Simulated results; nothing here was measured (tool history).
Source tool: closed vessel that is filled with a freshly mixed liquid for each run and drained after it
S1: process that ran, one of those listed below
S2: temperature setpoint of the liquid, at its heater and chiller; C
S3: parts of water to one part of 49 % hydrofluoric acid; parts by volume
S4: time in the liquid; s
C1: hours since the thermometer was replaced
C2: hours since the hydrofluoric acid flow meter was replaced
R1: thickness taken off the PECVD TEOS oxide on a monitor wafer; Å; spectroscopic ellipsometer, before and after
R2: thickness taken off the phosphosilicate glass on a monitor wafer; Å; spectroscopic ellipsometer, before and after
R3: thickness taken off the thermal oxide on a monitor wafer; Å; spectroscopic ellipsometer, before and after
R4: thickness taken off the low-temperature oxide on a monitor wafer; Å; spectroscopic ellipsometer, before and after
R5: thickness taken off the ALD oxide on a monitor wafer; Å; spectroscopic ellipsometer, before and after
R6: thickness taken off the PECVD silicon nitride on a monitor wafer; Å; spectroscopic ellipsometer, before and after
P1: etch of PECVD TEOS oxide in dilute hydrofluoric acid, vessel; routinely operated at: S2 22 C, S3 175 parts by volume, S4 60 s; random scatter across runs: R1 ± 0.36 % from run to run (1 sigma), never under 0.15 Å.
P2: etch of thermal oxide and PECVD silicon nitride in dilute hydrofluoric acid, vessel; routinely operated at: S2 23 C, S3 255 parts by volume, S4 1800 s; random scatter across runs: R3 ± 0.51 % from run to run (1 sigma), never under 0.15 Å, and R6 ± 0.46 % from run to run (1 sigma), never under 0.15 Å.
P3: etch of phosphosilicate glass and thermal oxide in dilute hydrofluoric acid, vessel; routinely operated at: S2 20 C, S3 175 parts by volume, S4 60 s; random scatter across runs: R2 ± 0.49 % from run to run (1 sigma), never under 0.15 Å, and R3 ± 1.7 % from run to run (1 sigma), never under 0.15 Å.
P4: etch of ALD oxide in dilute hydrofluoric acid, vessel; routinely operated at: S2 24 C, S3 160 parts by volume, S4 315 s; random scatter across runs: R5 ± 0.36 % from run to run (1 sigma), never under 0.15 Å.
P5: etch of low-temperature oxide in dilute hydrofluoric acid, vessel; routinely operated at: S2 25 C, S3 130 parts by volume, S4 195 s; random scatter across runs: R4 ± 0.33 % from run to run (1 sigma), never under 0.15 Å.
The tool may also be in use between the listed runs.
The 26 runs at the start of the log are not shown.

run 27 hour=97.6 | S1=P1 S2=22 S3=175 S4=30 | C1=2324.1 C2=49 | R1=34.917
run 28 hour=100.6 | S1=P1 S2=22 S3=175 S4=90 | C1=2327.1 C2=52 | R1=105.25
run 29 hour=105.2 | S1=P4 S2=24 S3=160 S4=315 | C1=2331.7 C2=56.6 | R5=173.38
run 30 hour=107.9 | S1=P1 S2=22 S3=175 S4=60 | C1=2334.4 C2=59.3 | R1=70.356
run 31 hour=110.9 | S1=P3 S2=20 S3=100 S4=60 | C1=2337.4 C2=62.3 | R2=1056 R3=25.042
run 32 hour=115.6 | S1=P2 S2=17 S3=255 S4=1800 | C1=2342.1 C2=67 | R3=225.9 R6=97.787
run 33 hour=119.3 | S1=P1 S2=22 S3=175 S4=60 | C1=2345.8 C2=70.7 | R1=70.267
run 34 hour=122.8 | S1=P1 S2=22 S3=175 S4=60 | C1=2349.3 C2=74.2 | R1=72.351
run 35 hour=125.4 | S1=P1 S2=22 S3=175 S4=60 | C1=2351.9 C2=76.8 | R1=73.495
run 36 hour=130.3 | S1=P1 S2=22 S3=175 S4=60 | C1=2356.8 C2=81.7 | R1=74.086
run 37 hour=133.2 | S1=P1 S2=22 S3=175 S4=60 | C1=2359.7 C2=84.6 | R1=74.346
run 38 hour=138 | S1=P1 S2=22 S3=175 S4=60 | C1=2364.5 C2=89.4 | R1=74.563

Expected results for the next run?
run 39 hour=141.2 | S1=P1 S2=22 S3=175 S4=60 | C1=2367.7 C2=92.6 | R1=?

Run 39 yielded R1 75.498 Å.
